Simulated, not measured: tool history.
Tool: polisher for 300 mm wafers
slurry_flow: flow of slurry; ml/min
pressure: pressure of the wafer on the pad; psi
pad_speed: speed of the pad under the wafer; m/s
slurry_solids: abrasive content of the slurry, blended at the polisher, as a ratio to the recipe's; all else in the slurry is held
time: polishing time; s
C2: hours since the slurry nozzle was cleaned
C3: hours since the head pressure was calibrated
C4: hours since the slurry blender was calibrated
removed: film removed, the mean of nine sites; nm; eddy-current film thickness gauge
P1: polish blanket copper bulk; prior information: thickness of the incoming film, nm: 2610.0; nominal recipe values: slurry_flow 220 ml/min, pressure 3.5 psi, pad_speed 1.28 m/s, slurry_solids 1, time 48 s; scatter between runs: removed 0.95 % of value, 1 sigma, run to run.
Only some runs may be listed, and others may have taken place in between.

run 1 hour=4.8 | slurry_flow=220 pressure=3.5 pad_speed=1.28 slurry_solids=1 time=48 | wafers_polished_on_this_pad=497 C2=406.7 C3=145.5 C4=389.9 | removed=704.79
run 2 hour=8.3 | slurry_flow=220 pressure=3.5 pad_speed=1.28 slurry_solids=1.4 time=48 | wafers_polished_on_this_pad=539 C2=410.2 C3=149 C4=393.4 | removed=749.89
-- hour=9.1 slurry nozzle cleaned
run 3 hour=13.2 | slurry_flow=130 pressure=3.5 pad_speed=1.28 slurry_solids=1 time=48 | wafers_polished_on_this_pad=599 C2=4.2 C3=153.9 C4=398.3 | removed=646.87
run 4 hour=16.3 | slurry_flow=165 pressure=3.5 pad_speed=1.98 slurry_solids=1 time=48 | wafers_polished_on_this_pad=637 C2=7.3 C3=157 C4=401.4 | removed=1042.9
run 5 hour=21.4 | slurry_flow=220 pressure=3.5 pad_speed=1.28 slurry_solids=0.55 time=48 | wafers_polished_on_this_pad=698 C2=12.4 C3=162.1 C4=406.5 | removed=615.42
run 6 hour=24 | slurry_flow=220 pressure=3.5 pad_speed=1.28 slurry_solids=1 time=48 | wafers_polished_on_this_pad=730 C2=15 C3=164.7 C4=409.1 | removed=714.18
run 7 hour=27.8 | slurry_flow=220 pressure=4.9 pad_speed=1.28 slurry_solids=1 time=48 | wafers_polished_on_this_pad=776 C2=18.8 C3=168.5 C4=412.9 | removed=990.61
run 8 hour=32.3 | slurry_flow=220 pressure=3.5 pad_speed=1.28 slurry_solids=1 time=48 | wafers_polished_on_this_pad=831 C2=23.3 C3=173 C4=417.4 | removed=701.76
run 9 hour=35.9 | slurry_flow=220 pressure=2.4 pad_speed=1.28 slurry_solids=1 time=48 | wafers_polished_on_this_pad=875 C2=26.9 C3=176.6 C4=421 | removed=489.65
run 10 hour=39.4 | slurry_flow=140 pressure=3.5 pad_speed=1.28 slurry_solids=1 time=34 | wafers_polished_on_this_pad=917 C2=30.4 C3=180.1 C4=424.5 | removed=468.25
run 11 hour=42.3 | slurry_flow=220 pressure=3.5 pad_speed=0.76 slurry_solids=1 time=48 | wafers_polished_on_this_pad=952 C2=33.3 C3=183 C4=427.4 | removed=418.33
run 12 hour=45.8 | slurry_flow=220 pressure=3.5 pad_speed=1.28 slurry_solids=1 time=48 | wafers_polished_on_this_pad=995 C2=36.8 C3=186.5 C4=430.9 | removed=702.39
run 13 hour=48.8 | slurry_flow=220 pressure=3.5 pad_speed=1.28 slurry_solids=1 time=48 | wafers_polished_on_this_pad=1031 C2=39.8 C3=189.5 C4=433.9 | removed=698.22
run 14 hour=51.5 | slurry_flow=220 pressure=3.5 pad_speed=1.86 slurry_solids=1 time=48 | wafers_polished_on_this_pad=1064 C2=42.5 C3=192.2 C4=436.6 | removed=1030.5
run 15 hour=56.5 | slurry_flow=220 pressure=3.5 pad_speed=1.28 slurry_solids=1 time=69 | wafers_polished_on_this_pad=1125 C2=47.5 C3=197.2 C4=441.6 | removed=1025.2
run 16 hour=60.7 | slurry_flow=220 pressure=2.3 pad_speed=1.28 slurry_solids=1 time=35 | wafers_polished_on_this_pad=1176 C2=51.7 C3=201.4 C4=445.8 | removed=333.86
run 17 hour=65.1 | slurry_flow=220 pressure=3.5 pad_speed=1.28 slurry_solids=1 time=34 | wafers_polished_on_this_pad=1229 C2=56.1 C3=205.8 C4=450.2 | removed=487
run 18 hour=69.5 | slurry_flow=220 pressure=3.5 pad_speed=1.28 slurry_solids=1 time=48 | wafers_polished_on_this_pad=1283 C2=60.5 C3=210.2 C4=454.6 | removed=707.74
run 19 hour=73.5 | slurry_flow=315 pressure=3.5 pad_speed=1.28 slurry_solids=1 time=48 | wafers_polished_on_this_pad=1331 C2=64.5 C3=214.2 C4=458.6 | removed=741.85
run 20 hour=77.9 | slurry_flow=220 pressure=3.5 pad_speed=1.28 slurry_solids=1 time=48 | wafers_polished_on_this_pad=1385 C2=68.9 C3=218.6 C4=463 | removed=697.07
run 21 hour=80.2 | slurry_flow=220 pressure=3.5 pad_speed=1.28 slurry_solids=1 time=48 | wafers_polished_on_this_pad=1412 C2=71.2 C3=220.9 C4=465.3 | removed=687.36
run 22 hour=82.9 | slurry_flow=220 pressure=3.5 pad_speed=1.28 slurry_solids=1 time=48 | wafers_polished_on_this_pad=1445 C2=73.9 C3=223.6 C4=468 | removed=682.17
-- hour=86.3 slurry blender recalibrated
run 23 hour=87.4 | slurry_flow=220 pressure=3.5 pad_speed=1.28 slurry_solids=1 time=48 | wafers_polished_on_this_pad=1500 C2=78.4 C3=228.1 C4=1.1 | removed=664.75
-- hour=89.7 head pressure recalibrated
run 24 hour=90.7 | slurry_flow=220 pressure=3.5 pad_speed=1.28 slurry_solids=1 time=48 | wafers_polished_on_this_pad=1540 C2=81.7 C3=1 C4=4.4 | removed=662.63
run 25 hour=95.4 | slurry_flow=220 pressure=3.5 pad_speed=1.28 slurry_solids=1 time=48 | wafers_polished_on_this_pad=1597 C2=86.4 C3=5.7 C4=9.1 | removed=659.63
run 26 hour=97.8 | slurry_flow=220 pressure=3.5 pad_speed=1.28 slurry_solids=1 time=48 | wafers_polished_on_this_pad=1626 C2=88.8 C3=8.1 C4=11.5 | removed=663.31

Compared with where it was, what P1 gives has crept away. Each cause listed below fits the log as well as the rest, at the size given for it:
A: slurry flow missing at the pad, % = 36.5
B: removal rate lost through wear of the pad, % = 6.6
The process output started creeping at around hour 77.9.
The rest of the possible causes, and what rules out each one:
head's pressure below its setpoint, %: was serviced at hour 89.7, once the creep was under way, yet the earlier output never came back
abrasive missing from the slurry, %: was serviced at hour 86.3, once the creep was under way, yet the earlier output never came back

Below are 4 check runs, each averaged over 3 wafers, with their results shown as question marks. Which of them would give clearly different results depending on which cause is behind the drift?
run check 1 hour=100.2 | slurry_flow=220 pressure=2.7 pad_speed=1.28 slurry_solids=1 time=48 | removed=?
run check 2 hour=100.2 | slurry_flow=270 pressure=3.5 pad_speed=1.28 slurry_solids=0.55 time=48 | removed=?
run check 3 hour=100.2 | slurry_flow=130 pressure=3.5 pad_speed=1.28 slurry_solids=1 time=48 | removed=?
run check 4 hour=100.2 | slurry_flow=220 pressure=2.4 pad_speed=1.28 slurry_solids=1 time=48 | removed=?

Predicted outcomes, by check and by cause:
check=check_1 result=removed if_A=508.65 if_B=508.6
check=check_2 result=removed if_A=603.13 if_B=595.92
check=check_3 result=removed if_A=582.59 if_B=607.47
check=check_4 result=removed if_A=452.13 if_B=452.09
Per check, the gap between the least separated pair of causes, taken in the result that splits them most: check 1 0.01 %; check 2 1.2 %; check 3 4.18 %; check 4 0.01 %
Only in check 3 would the causes give clearly different results; in the remaining checks their results would be nearly the same.

Then check 3 was run and gave: removed 583.75 nm. Which cause is it?

Of the candidate causes, it is A: slurry flow missing at the pad, %.
